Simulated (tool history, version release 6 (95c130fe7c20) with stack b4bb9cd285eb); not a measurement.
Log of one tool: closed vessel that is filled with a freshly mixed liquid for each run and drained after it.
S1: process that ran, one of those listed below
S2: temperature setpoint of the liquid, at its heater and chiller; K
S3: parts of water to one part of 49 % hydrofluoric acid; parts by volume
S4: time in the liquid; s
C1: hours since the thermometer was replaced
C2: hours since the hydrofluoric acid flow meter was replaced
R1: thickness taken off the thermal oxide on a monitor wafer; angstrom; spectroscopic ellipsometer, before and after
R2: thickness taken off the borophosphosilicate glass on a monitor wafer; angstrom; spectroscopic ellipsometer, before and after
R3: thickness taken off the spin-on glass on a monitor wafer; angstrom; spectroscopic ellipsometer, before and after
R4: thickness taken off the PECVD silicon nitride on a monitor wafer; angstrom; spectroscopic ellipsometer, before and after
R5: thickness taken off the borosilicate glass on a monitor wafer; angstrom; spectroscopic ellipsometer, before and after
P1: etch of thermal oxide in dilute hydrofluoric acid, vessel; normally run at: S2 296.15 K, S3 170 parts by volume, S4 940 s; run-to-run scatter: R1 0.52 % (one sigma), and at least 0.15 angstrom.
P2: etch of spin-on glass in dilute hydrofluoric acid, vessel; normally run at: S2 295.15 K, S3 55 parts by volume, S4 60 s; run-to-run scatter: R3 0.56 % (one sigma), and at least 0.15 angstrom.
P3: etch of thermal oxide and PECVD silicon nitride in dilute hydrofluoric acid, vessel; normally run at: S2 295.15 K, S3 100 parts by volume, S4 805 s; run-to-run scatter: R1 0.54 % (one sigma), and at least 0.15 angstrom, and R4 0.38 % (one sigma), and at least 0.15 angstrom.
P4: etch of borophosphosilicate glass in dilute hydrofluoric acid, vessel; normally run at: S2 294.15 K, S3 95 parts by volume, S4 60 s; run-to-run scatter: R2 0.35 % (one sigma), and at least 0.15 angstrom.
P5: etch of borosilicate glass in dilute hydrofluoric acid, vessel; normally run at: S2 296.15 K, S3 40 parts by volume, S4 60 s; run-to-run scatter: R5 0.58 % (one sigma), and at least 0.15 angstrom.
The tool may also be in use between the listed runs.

run	day	S1	S2	S3	S4	C1	C2	R1	R2	R3	R4	R5
1	0.217	P1	296.15	170	940	118.1	1184.4	221.120				
2	0.554	P4	294.15	95	110	126.2	1192.5		308.17			
3	0.942	P2	295.15	55	35	135.5	1201.8			176.37		
4	1.212	P1	296.15	170	940	142.0	1208.3	221.670				
5	1.579	P2	295.15	55	60	150.8	1217.1			307.26		
6	1.792	P1	296.15	170	940	155.9	1222.2	222.120				
# day 1.846: hydrofluoric acid flow meter replaced
7	2.242	P1	299.15	170	1830	166.7	9.6	478.850				
8	2.450	P1	301.65	170	940	171.7	14.6	270.570				
9	2.875	P1	290.15	115	940	181.9	24.8	270.460				
10	3.212	P1	296.15	170	1625	190.0	32.9	381.100				
11	3.558	P1	296.15	170	940	198.3	41.2	221.160				
12	3.925	P1	296.15	40	940	207.1	50.0	1085.800				
13	4.275	P3	295.15	100	1435	215.5	58.4	600.810			392.78	
14	4.654	P5	303.65	40	60	224.6	67.5					1024.60
15	5.017	P5	296.15	40	60	233.3	76.2					757.82
16	5.275	P1	296.15	265	940	239.5	82.4	128.750				
17	5.554	P1	296.15	170	940	246.2	89.1	218.750				
18	5.871	P4	290.15	95	60	253.8	96.7		143.31			
19	6.129	P4	294.15	95	60	260.0	102.9		167.72			
20	6.521	P1	296.15	170	245	269.4	112.3	57.906				
21	6.950	P5	296.15	40	105	279.7	122.6					1325.50
22	7.283	P1	296.15	170	940	287.7	130.6	219.930				
23	7.542	P3	295.15	180	805	293.9	136.8	172.880			123.27	
24	7.825	P1	296.15	170	940	300.7	143.6	220.490				
25	8.050	P3	290.15	100	805	306.1	149.0	274.290			156.50	
26	8.488	P5	296.15	40	60	316.6	159.5					756.43
27	8.808	P5	296.15	60	60	324.3	167.2					492.40
28	9.054	P2	290.15	55	60	330.2	173.1			245.12		
29	9.496	P1	291.15	170	940	340.8	183.7	182.110				
30	9.875	P4	294.15	140	60	349.9	192.8		108.39			
31	10.325	P2	295.15	95	60	360.7	203.6			166.65		
32	10.746	P1	303.15	40	940	370.8	213.7	1446.700				
33	11.154	P3	295.15	100	805	380.6	223.5	336.780			221.37	
34	11.475	P2	295.15	55	60	388.3	231.2			305.13		
35	11.879	P1	296.15	170	940	398.0	240.9	221.050				
36	12.342	P1	296.15	170	940	409.1	252.0	210.280				
37	12.575	P1	296.15	170	940	414.7	257.6	207.460				
38	13.029	P1	296.15	170	940	425.6	268.5	203.230				
39	13.275	P1	296.15	170	940	431.5	274.4	202.450				
40	13.700	P1	296.15	170	940	441.7	284.6	202.170				
41	14.029	P1	296.15	170	940	449.6	292.5	199.500				
42	14.400	P1	296.15	170	940	458.5	301.4	201.690				

What P1 gives has crept away from where it was. These 2 causes fit the log equally well, each at the size given:
A: hydrofluoric acid flow below the setpoint (%) = 7.58
B: liquid colder than its thermometer reads (K) = 2.44
The creep began at about day 11.879.

4 check runs are offered, one wafer each, their results left as question marks. Which one tells the causes apart?
check 1	14.771	P5	299.15	55	60							?
check 2	14.771	P2	295.15	95	60					?		
check 3	14.771	P4	294.15	130	60				?			
check 4	14.771	P3	290.15	170	805			?			?	

What each check would give under each cause:
check	result	if A	if B
check 1	R5	560.77	552.78
check 2	R3	153.84	152.02
check 3	R2	107.62	106.75
check 4	R1	137.630	136.500
check 4	R4	87.145	79.462
How far apart the two closest causes lie, in the result that separates them most: check 1 1.44 %; check 2 1.19 %; check 3 0.81 %; check 4 9.23 %
Check 4 tells the causes apart: in the others they would give nearly the same result.

Then check 4 was run and gave: R1 136.830 angstrom; R4 79.696 angstrom. Which cause is it?

It is B: liquid colder than its thermometer reads (K).
